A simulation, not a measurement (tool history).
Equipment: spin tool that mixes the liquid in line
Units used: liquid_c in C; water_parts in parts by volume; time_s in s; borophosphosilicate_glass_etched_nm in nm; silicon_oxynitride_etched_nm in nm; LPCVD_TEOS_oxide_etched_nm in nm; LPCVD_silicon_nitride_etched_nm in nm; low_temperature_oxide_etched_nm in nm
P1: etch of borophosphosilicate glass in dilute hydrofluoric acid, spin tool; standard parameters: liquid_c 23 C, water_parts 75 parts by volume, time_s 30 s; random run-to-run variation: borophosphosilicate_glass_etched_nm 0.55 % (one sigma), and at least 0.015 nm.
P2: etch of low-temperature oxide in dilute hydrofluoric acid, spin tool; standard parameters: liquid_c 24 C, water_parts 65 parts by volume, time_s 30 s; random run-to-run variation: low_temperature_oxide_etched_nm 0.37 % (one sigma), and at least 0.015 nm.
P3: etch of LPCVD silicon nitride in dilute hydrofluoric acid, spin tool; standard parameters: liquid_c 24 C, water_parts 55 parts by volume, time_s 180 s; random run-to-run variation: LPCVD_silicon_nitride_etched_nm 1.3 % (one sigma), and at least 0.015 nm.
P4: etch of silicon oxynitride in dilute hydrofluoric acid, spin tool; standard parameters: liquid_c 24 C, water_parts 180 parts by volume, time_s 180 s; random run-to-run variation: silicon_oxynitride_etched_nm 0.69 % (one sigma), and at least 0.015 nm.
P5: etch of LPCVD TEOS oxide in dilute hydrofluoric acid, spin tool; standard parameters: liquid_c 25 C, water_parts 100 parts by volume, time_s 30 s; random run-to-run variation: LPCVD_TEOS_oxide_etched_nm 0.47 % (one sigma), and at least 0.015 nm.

run,day,process,liquid_c,water_parts,time_s,borophosphosilicate_glass_etched_nm,silicon_oxynitride_etched_nm,LPCVD_TEOS_oxide_etched_nm,LPCVD_silicon_nitride_etched_nm,low_temperature_oxide_etched_nm
1,0.267,P1,23,75,30,23.855,,,,
2,0.583,P4,24,180,295,,4.793,,,
3,0.788,P1,23,75,15,11.991,,,,
4,1.096,P5,25,100,50,,,15.701,,
5,1.25,P1,17,75,30,18.769,,,,
6,1.429,P3,28.5,55,180,,,,2.3271,
7,1.588,P1,23,75,30,23.883,,,,
8,1.862,P2,24,65,55,,,,,24.588
9,2.15,P1,23,75,30,23.918,,,,
10,2.379,P1,23,75,30,24.127,,,,
11,2.608,P1,23,35,30,53.842,,,,
# day 2.633: thermometer replaced
12,2.808,P1,23,35,15,27.02,,,,
# day 2.942: hydrofluoric acid flow meter replaced
13,2.962,P3,24,55,180,,,,1.7568,
14,3.196,P1,23,125,30,13.492,,,,
15,3.446,P3,24,80,180,,,,1.2212,
16,3.712,P5,30.5,100,30,,,11.566,,
17,3.938,P1,23,75,30,24.011,,,,
18,4.246,P4,32,180,180,,4.1653,,,
19,4.4,P4,24,310,180,,1.5298,,,
20,4.596,P2,24,65,30,,,,,13.28
21,4.888,P3,24,55,180,,,,1.7742,
22,5.083,P3,24,55,305,,,,2.8721,
23,5.275,P4,24,180,180,,2.9462,,,
24,5.583,P2,29,65,30,,,,,16.286
25,5.738,P5,25,40,30,,,25.531,,
26,5.921,P2,24,65,30,,,,,13.358
27,6.083,P1,29,75,30,30.085,,,,
28,6.404,P1,23,75,55,43.813,,,,
29,6.604,P2,24,95,30,,,,,8.8077
30,6.788,P5,25,100,30,,,9.349,,
31,6.946,P1,23,75,30,23.934,,,,
32,7.212,P1,23,75,30,23.175,,,,
33,7.367,P1,23,75,30,23.157,,,,
34,7.658,P1,23,75,30,22.774,,,,
35,7.988,P1,23,75,30,22.514,,,,
36,8.308,P1,23,75,30,22.339,,,,
37,8.483,P1,23,75,30,22.406,,,,
38,8.754,P1,23,75,30,22.339,,,,
39,9.021,P1,23,75,30,22.247,,,,
40,9.283,P1,23,75,30,22.5,,,,
41,9.562,P1,23,75,30,22.397,,,,

What P1 gives has crept away from where it was. These 2 causes fit the log equally well, each at the size given:
A: hydrofluoric acid flow below the setpoint (%) = 6.55
B: liquid colder than its thermometer reads (K) = 1.81
The gradual shift began around day 6.946.

Consider the 4 check runs below, whose results appear as question marks and each of which averages 5 wafers. Which one distinguishes the causes, in that each cause would give it a clearly different result?
check 1,9.842,P5,25,100,30,,,?,,
check 2,9.842,P3,24,55,180,,,,?,
check 3,9.842,P4,24,180,180,,?,,,
check 4,9.842,P2,24,65,30,,,,,?

Expected result of each check under each candidate cause:
check,result,if A,if B
check 1,LPCVD_TEOS_oxide_etched_nm,8.6907,8.7331
check 2,LPCVD_silicon_nitride_etched_nm,1.6304,1.5415
check 3,silicon_oxynitride_etched_nm,2.7194,2.7058
check 4,low_temperature_oxide_etched_nm,12.427,12.421
Gap, in per cent, between the two causes that each check separates least, read from the result that separates them most: check 1 0.49 %; check 2 5.61 %; check 3 0.5 %; check 4 0.05 %
The causes can be told apart only by check 2. The other checks would give nearly the same results under each of them.

Check 2 was carried out, with these results: LPCVD_silicon_nitride_etched_nm 1.5488 nm. Which of the listed causes is responsible?

The correct cause is B, namely: liquid colder than its thermometer reads (K).

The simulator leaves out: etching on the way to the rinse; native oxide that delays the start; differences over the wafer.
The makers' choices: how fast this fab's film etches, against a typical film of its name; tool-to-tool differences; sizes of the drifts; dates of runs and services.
